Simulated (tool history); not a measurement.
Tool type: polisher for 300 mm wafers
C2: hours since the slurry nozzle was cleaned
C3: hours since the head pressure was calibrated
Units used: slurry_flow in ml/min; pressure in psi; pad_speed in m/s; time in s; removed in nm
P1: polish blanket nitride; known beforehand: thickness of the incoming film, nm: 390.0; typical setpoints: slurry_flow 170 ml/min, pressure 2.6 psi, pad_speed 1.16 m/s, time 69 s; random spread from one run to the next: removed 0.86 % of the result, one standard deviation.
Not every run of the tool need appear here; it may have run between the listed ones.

run 1 hour=11.5 | slurry_flow=170 pressure=2.6 pad_speed=1.16 time=69 | wafers_polished_on_this_pad=341 C2=165.3 C3=316.6 | removed=118.53
run 2 hour=21.8 | slurry_flow=170 pressure=1.2 pad_speed=1.16 time=69 | wafers_polished_on_this_pad=425 C2=175.6 C3=326.9 | removed=54.968
run 3 hour=38.9 | slurry_flow=170 pressure=3.3 pad_speed=1.16 time=69 | wafers_polished_on_this_pad=566 C2=192.7 C3=344 | removed=149.2
run 4 hour=54.5 | slurry_flow=170 pressure=2.6 pad_speed=1.16 time=37 | wafers_polished_on_this_pad=694 C2=208.3 C3=359.6 | removed=62.88
run 5 hour=65.2 | slurry_flow=170 pressure=2.6 pad_speed=1.16 time=103 | wafers_polished_on_this_pad=782 C2=219 C3=370.3 | removed=179.18
run 6 hour=80.9 | slurry_flow=170 pressure=2.6 pad_speed=1.16 time=69 | wafers_polished_on_this_pad=911 C2=234.7 C3=386 | removed=117.46
run 7 hour=98.9 | slurry_flow=170 pressure=2.6 pad_speed=1.16 time=69 | wafers_polished_on_this_pad=1059 C2=252.7 C3=404 | removed=117.87
run 8 hour=116.6 | slurry_flow=100 pressure=2.6 pad_speed=1.16 time=69 | wafers_polished_on_this_pad=1205 C2=270.4 C3=421.7 | removed=105.91
-- hour=126.5 head pressure recalibrated
run 9 hour=126.6 | slurry_flow=230 pressure=2.6 pad_speed=1.16 time=69 | wafers_polished_on_this_pad=1287 C2=280.4 C3=0.1 | removed=125.24
run 10 hour=138.4 | slurry_flow=170 pressure=2.6 pad_speed=0.82 time=69 | wafers_polished_on_this_pad=1384 C2=292.2 C3=11.9 | removed=89.766
run 11 hour=146.7 | slurry_flow=170 pressure=2.6 pad_speed=1.82 time=69 | wafers_polished_on_this_pad=1452 C2=300.5 C3=20.2 | removed=168.75
run 12 hour=164 | slurry_flow=230 pressure=2.6 pad_speed=0.64 time=69 | wafers_polished_on_this_pad=1595 C2=317.8 C3=37.5 | removed=75.811
run 13 hour=172.7 | slurry_flow=170 pressure=2.6 pad_speed=1.16 time=69 | wafers_polished_on_this_pad=1666 C2=326.5 C3=46.2 | removed=116.06
run 14 hour=185.6 | slurry_flow=170 pressure=2.6 pad_speed=1.16 time=69 | wafers_polished_on_this_pad=1772 C2=339.4 C3=59.1 | removed=119.18
run 15 hour=199.4 | slurry_flow=170 pressure=2.6 pad_speed=1.16 time=69 | wafers_polished_on_this_pad=1886 C2=353.2 C3=72.9 | removed=115.39

For run 16, what comes out?
run 16 hour=209.5 | slurry_flow=170 pressure=2.6 pad_speed=1.16 time=69 | wafers_polished_on_this_pad=1969 C2=363.3 C3=83 | removed=?

removed: 112.75 nm
